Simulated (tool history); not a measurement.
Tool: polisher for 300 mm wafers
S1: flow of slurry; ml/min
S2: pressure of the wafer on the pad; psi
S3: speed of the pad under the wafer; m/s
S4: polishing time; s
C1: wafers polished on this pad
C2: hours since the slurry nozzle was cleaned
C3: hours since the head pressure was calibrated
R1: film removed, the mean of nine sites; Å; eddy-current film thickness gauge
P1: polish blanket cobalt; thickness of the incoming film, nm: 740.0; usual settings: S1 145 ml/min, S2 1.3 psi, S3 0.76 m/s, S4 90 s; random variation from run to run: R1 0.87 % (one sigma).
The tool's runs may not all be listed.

run,day,S1,S2,S3,S4,C1,C2,C3,R1
1,0.562,145,1.3,0.76,90,258,107.8,240.5,2137.20
2,1.312,145,1.3,0.76,90,418,125.8,258.5,2098.20
3,1.871,145,0.6,0.76,90,538,139.2,271.9,975.56
4,2.454,145,1.3,0.76,90,662,153.2,285.9,2137.50
5,3.029,145,1.3,0.76,138,785,167.0,299.7,3236.10
6,3.408,145,1.3,0.76,90,867,176.1,308.8,2107.90
7,4.104,145,1.3,0.76,90,1016,192.8,325.5,2123.20
8,4.462,145,1.3,1.02,90,1092,201.4,334.1,2835.50
# day 4.771: slurry nozzle cleaned
9,5.196,145,1.3,1.14,42,1249,10.2,351.7,1438.60
10,5.579,145,1.3,0.40,90,1331,19.4,360.9,1102.60
11,6.125,145,0.6,0.76,47,1448,32.5,374.0,508.66
12,6.762,145,2.1,0.76,90,1584,47.8,389.3,3410.70
13,7.150,210,1.3,0.76,90,1667,57.1,398.6,2229.80
14,7.646,85,1.3,0.76,90,1774,69.0,410.5,1878.00
15,8.367,145,1.3,0.76,52,1928,86.3,427.8,1216.40
16,8.888,145,1.3,0.76,90,2039,98.8,440.3,2149.20
17,9.496,145,1.3,0.76,90,2169,113.4,454.9,2008.30
18,9.958,145,1.3,0.76,90,2268,124.5,466.0,1974.70
19,10.525,145,1.3,0.76,90,2390,138.1,479.6,1972.50
20,10.942,145,1.3,0.76,90,2479,148.1,489.6,1940.20
21,11.617,145,1.3,0.76,90,2623,164.3,505.8,1944.40

The next listed run, before its measurement:
# day 11.896: head pressure recalibrated
22,12.233,145,1.3,0.76,90,2755,179.1,8.2,?

Run 22 gave R1 1904.50 Å.

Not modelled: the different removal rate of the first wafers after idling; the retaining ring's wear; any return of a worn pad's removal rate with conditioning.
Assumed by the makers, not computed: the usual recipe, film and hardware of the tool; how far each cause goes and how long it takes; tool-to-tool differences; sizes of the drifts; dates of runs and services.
